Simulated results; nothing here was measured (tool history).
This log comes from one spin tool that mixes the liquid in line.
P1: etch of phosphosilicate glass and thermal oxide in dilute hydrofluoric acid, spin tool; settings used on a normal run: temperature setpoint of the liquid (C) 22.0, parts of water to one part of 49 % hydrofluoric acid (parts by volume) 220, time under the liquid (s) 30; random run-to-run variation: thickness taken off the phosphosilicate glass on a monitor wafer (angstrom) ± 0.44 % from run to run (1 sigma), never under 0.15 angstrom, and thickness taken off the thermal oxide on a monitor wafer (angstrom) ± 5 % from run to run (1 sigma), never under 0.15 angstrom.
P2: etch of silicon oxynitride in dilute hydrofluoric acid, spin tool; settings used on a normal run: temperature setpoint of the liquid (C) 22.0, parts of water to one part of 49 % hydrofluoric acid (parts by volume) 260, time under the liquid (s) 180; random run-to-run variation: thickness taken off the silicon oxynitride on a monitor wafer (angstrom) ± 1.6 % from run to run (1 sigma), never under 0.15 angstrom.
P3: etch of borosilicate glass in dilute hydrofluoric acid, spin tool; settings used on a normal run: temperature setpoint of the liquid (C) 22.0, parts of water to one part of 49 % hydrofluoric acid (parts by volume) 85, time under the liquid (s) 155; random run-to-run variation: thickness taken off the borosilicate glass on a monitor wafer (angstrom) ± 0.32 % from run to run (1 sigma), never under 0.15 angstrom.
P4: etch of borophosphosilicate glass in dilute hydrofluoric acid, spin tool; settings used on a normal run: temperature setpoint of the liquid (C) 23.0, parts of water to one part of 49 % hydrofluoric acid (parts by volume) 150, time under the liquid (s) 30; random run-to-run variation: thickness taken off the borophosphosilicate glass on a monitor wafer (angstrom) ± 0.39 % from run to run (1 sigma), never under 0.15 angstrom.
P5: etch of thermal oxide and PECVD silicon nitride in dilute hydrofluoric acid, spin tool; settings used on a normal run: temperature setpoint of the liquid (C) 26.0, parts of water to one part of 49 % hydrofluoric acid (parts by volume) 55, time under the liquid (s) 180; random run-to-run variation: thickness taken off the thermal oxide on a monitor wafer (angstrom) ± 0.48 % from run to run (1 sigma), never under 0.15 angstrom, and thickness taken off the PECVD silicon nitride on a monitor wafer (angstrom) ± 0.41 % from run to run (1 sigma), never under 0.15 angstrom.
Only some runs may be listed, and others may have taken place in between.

run   hour  process that ran  temperature setpoint of the liquid (C)  parts of water to one part of 49 % hydrofluoric acid (parts by volume)  time under the liquid (s)  thickness taken off the phosphosilicate glass on a monitor wafer (angstrom)  thickness taken off the thermal oxide on a monitor wafer (angstrom)  thickness taken off the silicon oxynitride on a monitor wafer (angstrom)  thickness taken off the borosilicate glass on a monitor wafer (angstrom)  thickness taken off the PECVD silicon nitride on a monitor wafer (angstrom)  thickness taken off the borophosphosilicate glass on a monitor wafer (angstrom)
  1    8.8                P1                                    22.0                                                                     220                         30                                                                      108.140                                                               5.1384
  2   17.5                P2                                    22.0                                                                     260                        180                                                                                                                                                                                                                     13.9550
  3   25.1                P3                                    22.0                                                                      85                        155                                                                                                                                                                                                                                                                                                474.95
  4   34.8                P1                                    29.5                                                                     385                         30                                                                       67.596                                                               3.3938
  5   48.2                P2                                    22.0                                                                     440                        180                                                                                                                                                                                                                      7.2304
  6   57.1                P5                                    26.0                                                                      55                        180                                                                                                                                          171.2900                                                                                                                                                                                                                           82.512
  7   69.3                P1                                    17.0                                                                     220                         30                                                                       88.392                                                               4.2950
  8   80.5                P4                                    23.0                                                                     150                         30                                                                                                                                                                                                                                                                                                                                                                                                                                                              63.391
  9   94.9                P4                                    23.0                                                                      80                         30                                                                                                                                                                                                                                                                                                                                                                                                                                                             129.240
 10  106.1                P5                                    26.0                                                                      55                        180                                                                                                                                          170.6900                                                                                                                                                                                                                           82.736
 11  119.0                P1                                    22.0                                                                     220                         30                                                                      108.350                                                               4.6445
 12  130.6                P1                                    17.0                                                                     220                         45                                                                      133.320                                                               6.1245
 13  139.1                P3                                    22.0                                                                      85                        300                                                                                                                                                                                                                                                                                                924.07
 14  147.0                P5                                    26.0                                                                      55                        360                                                                                                                                          342.9700                                                                                                                                                                                                                          165.700
 15  156.8                P3                                    22.0                                                                     145                        155                                                                                                                                                                                                                                                                                                261.35
 16  171.2                P2                                    22.0                                                                     260                        270                                                                                                                                                                                                                     20.7390
 17  178.5                P3                                    22.0                                                                      85                        155                                                                                                                                                                                                                                                                                                476.08
 18  190.5                P3                                    27.0                                                                      85                        155                                                                                                                                                                                                                                                                                                584.57
 19  202.9                P1                                    22.0                                                                     220                         30                                                                      108.430                                                               5.2674
 20  213.3                P1                                    22.0                                                                     220                         30                                                                      108.200                                                               5.2800
 21  228.8                P1                                    30.0                                                                     220                         30                                                                      144.250                                                               7.0497
 22  235.9                P5                                    26.0                                                                      25                        180                                                                                                                                          396.9200                                                                                                                                                                                                                          178.960
 23  245.6                P4                                    23.0                                                                     150                         15                                                                                                                                                                                                                                                                                                                                                                                                                                                              31.802
 24  258.1                P4                                    29.0                                                                     150                         30                                                                                                                                                                                                                                                                                                                                                                                                                                                              79.743
 25  269.5                P2                                    17.0                                                                     260                        180                                                                                                                                                                                                                     11.1080
 26  276.8                P4                                    23.0                                                                     150                         30                                                                                                                                                                                                                                                                                                                                                                                                                                                              63.894
 27  287.7                P1                                    22.0                                                                     100                         30                                                                      269.380                                                              13.2190
 28  301.9                P1                                    22.0                                                                     220                         15                                                                       53.743                                                               2.7662

Run 29 is up next; what results do you expect?
 29  310.1                P1                                    22.0                                                                     385                         30                                                                            ?                                                                    ?

Run 29 measured thickness taken off the phosphosilicate glass on a monitor wafer (angstrom) 52.848, thickness taken off the thermal oxide on a monitor wafer (angstrom) 2.7034.
